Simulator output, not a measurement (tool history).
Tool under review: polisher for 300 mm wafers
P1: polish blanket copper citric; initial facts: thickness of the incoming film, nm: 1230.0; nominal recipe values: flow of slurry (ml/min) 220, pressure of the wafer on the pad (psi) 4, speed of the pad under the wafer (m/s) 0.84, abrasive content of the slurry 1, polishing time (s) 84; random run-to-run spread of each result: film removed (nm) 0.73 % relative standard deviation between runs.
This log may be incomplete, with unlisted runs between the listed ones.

| run | hour | flow of slurry (ml/min) | pressure of the wafer on the pad (psi) | speed of the pad under the wafer (m/s) | abrasive content of the slurry | polishing time (s) | film removed (nm) |
|---|---|---|---|---|---|---|---|
| 1 | 16.1 | 220 | 4 | 0.84 | 1 | 84 | 186.09 |
| 2 | 26.7 | 220 | 4 | 0.84 | 1 | 84 | 186.38 |
|  | 41.8 | head pressure recalibrated |
| 3 | 43.2 | 220 | 4 | 0.84 | 0.8 | 84 | 176.43 |
| 4 | 59.8 | 220 | 4 | 0.84 | 1 | 123 | 270.18 |
| 5 | 78.4 | 220 | 4 | 0.58 | 1 | 84 | 129.48 |
| 6 | 96 | 220 | 2.1 | 0.84 | 1 | 84 | 100.4 |
| 7 | 113.4 | 220 | 4 | 0.84 | 1 | 40 | 88.845 |
| 8 | 126.6 | 220 | 4 | 0.84 | 1.4 | 84 | 199.97 |
| 9 | 141.3 | 130 | 4 | 0.84 | 1 | 84 | 171.45 |
| 10 | 153.8 | 305 | 4 | 0.84 | 1 | 84 | 192.62 |
| 11 | 164 | 220 | 6.2 | 0.84 | 1 | 84 | 287.5 |
|  | 166.5 | worn pad replaced by a new one |
| 12 | 174.9 | 220 | 4 | 0.84 | 1 | 84 | 186.19 |
| 13 | 187.9 | 220 | 4 | 0.84 | 1 | 84 | 185.54 |
| 14 | 202.5 | 220 | 4 | 1.34 | 1 | 84 | 295.04 |
| 15 | 219.6 | 220 | 2.1 | 0.84 | 1 | 64 | 76.72 |
| 16 | 232.5 | 220 | 4 | 0.84 | 1 | 84 | 185.09 |
| 17 | 245.5 | 220 | 4 | 0.84 | 1 | 84 | 182.11 |
| 18 | 260.3 | 220 | 4 | 0.84 | 1 | 84 | 181.13 |
| 19 | 269.1 | 220 | 4 | 0.84 | 1 | 84 | 177.89 |
| 20 | 286.7 | 220 | 4 | 0.84 | 1 | 84 | 174.88 |
|  | 293.5 | head pressure recalibrated |
|  | 294.4 | worn pad replaced by a new one |
| 21 | 300.4 | 220 | 4 | 0.84 | 1 | 84 | 172.34 |
| 22 | 311.7 | 220 | 4 | 0.84 | 1 | 84 | 172.61 |
| 23 | 330.2 | 220 | 4 | 0.84 | 1 | 84 | 172.22 |

The output of P1 has drifted from where it used to be. Each of the 2 causes below, taken at the size shown beside it, accounts for the log equally well:
A: slurry flow missing at the pad, % = 39.8
B: abrasive missing from the slurry, % = 31.4
Onset of the creep was near hour 232.5.
Excluded causes, each with its reason:
removal rate lost through wear of the pad, %: was serviced at hour 294.4, once the creep was under way, yet the earlier output never came back
head's pressure below its setpoint, %: was serviced at hour 293.5, once the creep was under way, yet the earlier output never came back

Of the 4 check runs below, each run on 2 wafers with the results averaged and each result still a question mark, which one would tell the listed causes apart?
| check 1 | 348.7 | 220 | 2.3 | 0.84 | 1.25 | 84 | ? |
| check 2 | 348.7 | 220 | 4 | 0.84 | 0.8 | 84 | ? |
| check 3 | 348.7 | 130 | 4 | 0.84 | 1 | 84 | ? |
| check 4 | 348.7 | 220 | 4 | 0.84 | 1.35 | 84 | ? |

Expected result of each check under each candidate cause:
| check | result | if A | if B |
|---|---|---|---|
| check 1 | film removed (nm) | 105.62 | 105.39 |
| check 2 | film removed (nm) | 164.32 | 164.68 |
| check 3 | film removed (nm) | 151.13 | 158.6 |
| check 4 | film removed (nm) | 183.9 | 183.37 |
Smallest distance between any two causes, each pair judged by its most separating result, in per cent: check 1 0.22 %; check 2 0.22 %; check 3 4.82 %; check 4 0.29 %
Of the check runs offered, only check 3 discriminates between the causes; the rest would read about the same regardless of which cause applies.

Running check 3 produced the following: film removed (nm) 152.2. Which one of the listed causes fits?

The cause is A: slurry flow missing at the pad, %.

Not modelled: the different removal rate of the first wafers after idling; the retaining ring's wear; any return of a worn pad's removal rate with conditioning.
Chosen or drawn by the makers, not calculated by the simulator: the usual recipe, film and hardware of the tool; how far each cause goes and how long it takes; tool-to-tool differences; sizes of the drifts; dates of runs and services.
